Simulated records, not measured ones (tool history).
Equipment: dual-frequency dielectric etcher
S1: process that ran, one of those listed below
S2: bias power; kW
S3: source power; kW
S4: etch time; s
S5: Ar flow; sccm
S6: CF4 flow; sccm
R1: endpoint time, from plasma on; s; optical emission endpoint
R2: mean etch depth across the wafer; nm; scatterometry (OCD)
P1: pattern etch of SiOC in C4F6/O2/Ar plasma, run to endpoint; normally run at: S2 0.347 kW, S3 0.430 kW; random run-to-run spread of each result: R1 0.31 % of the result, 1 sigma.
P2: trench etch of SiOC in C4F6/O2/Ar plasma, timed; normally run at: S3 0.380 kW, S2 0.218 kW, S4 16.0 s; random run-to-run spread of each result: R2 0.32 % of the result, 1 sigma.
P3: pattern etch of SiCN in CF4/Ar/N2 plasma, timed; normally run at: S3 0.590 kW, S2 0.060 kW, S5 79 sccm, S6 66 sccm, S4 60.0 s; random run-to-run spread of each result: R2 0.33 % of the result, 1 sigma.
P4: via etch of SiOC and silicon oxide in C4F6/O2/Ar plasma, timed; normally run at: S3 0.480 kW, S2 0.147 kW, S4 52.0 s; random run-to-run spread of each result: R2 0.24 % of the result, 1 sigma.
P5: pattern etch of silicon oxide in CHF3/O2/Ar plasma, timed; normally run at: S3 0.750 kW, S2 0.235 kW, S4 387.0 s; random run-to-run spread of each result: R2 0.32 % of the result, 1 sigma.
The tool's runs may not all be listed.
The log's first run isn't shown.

run	hour	S1	S2	S3	S4	S5	S6	R1	R2
2	26.6	P1	0.347	0.430				14.059	
3	41.7	P2	0.303	0.380	16.0				39.017
4	49.1	P1	0.467	0.310				14.261	
5	60.3	P1	0.347	0.430				14.055	
6	75.0	P5	0.235	0.750	387.0				874.800
7	83.6	P5	0.235	0.750	484.5				1089.900
8	97.7	P3	0.060	0.590	79.0	79	66		82.402
9	110.3	P1	0.347	0.430				14.117	
10	122.3	P1	0.347	0.260				16.954	
11	131.3	P1	0.257	0.430				15.574	
12	142.5	P2	0.218	0.380	16.0				34.884
13	153.6	P3	0.060	0.590	60.0	95	66		61.453
14	165.2	P5	0.235	0.750	387.0				872.240
15	175.3	P4	0.147	0.590	52.0				65.508
16	186.3	P4	0.203	0.480	52.0				66.781
17	199.1	P2	0.218	0.380	10.5				22.948
18	206.8	P1	0.347	0.430				14.041	
19	216.0	P1	0.412	0.430				13.209	
20	228.3	P3	0.038	0.590	60.0	79	66		55.028
21	238.3	P4	0.147	0.480	30.5				35.370
22	251.4	P1	0.347	0.590				12.528	
23	258.7	P3	0.060	0.740	60.0	79	66		77.552
24	267.8	P3	0.060	0.590	60.0	79	90		65.727
25	274.6	P5	0.185	0.750	387.0				804.440
26	286.7	P3	0.060	0.590	60.0	79	66		63.528

What does the tool deliver on the next run?
27	296.2	P5	0.235	0.540	387.0				?

R2: 774.990 nm
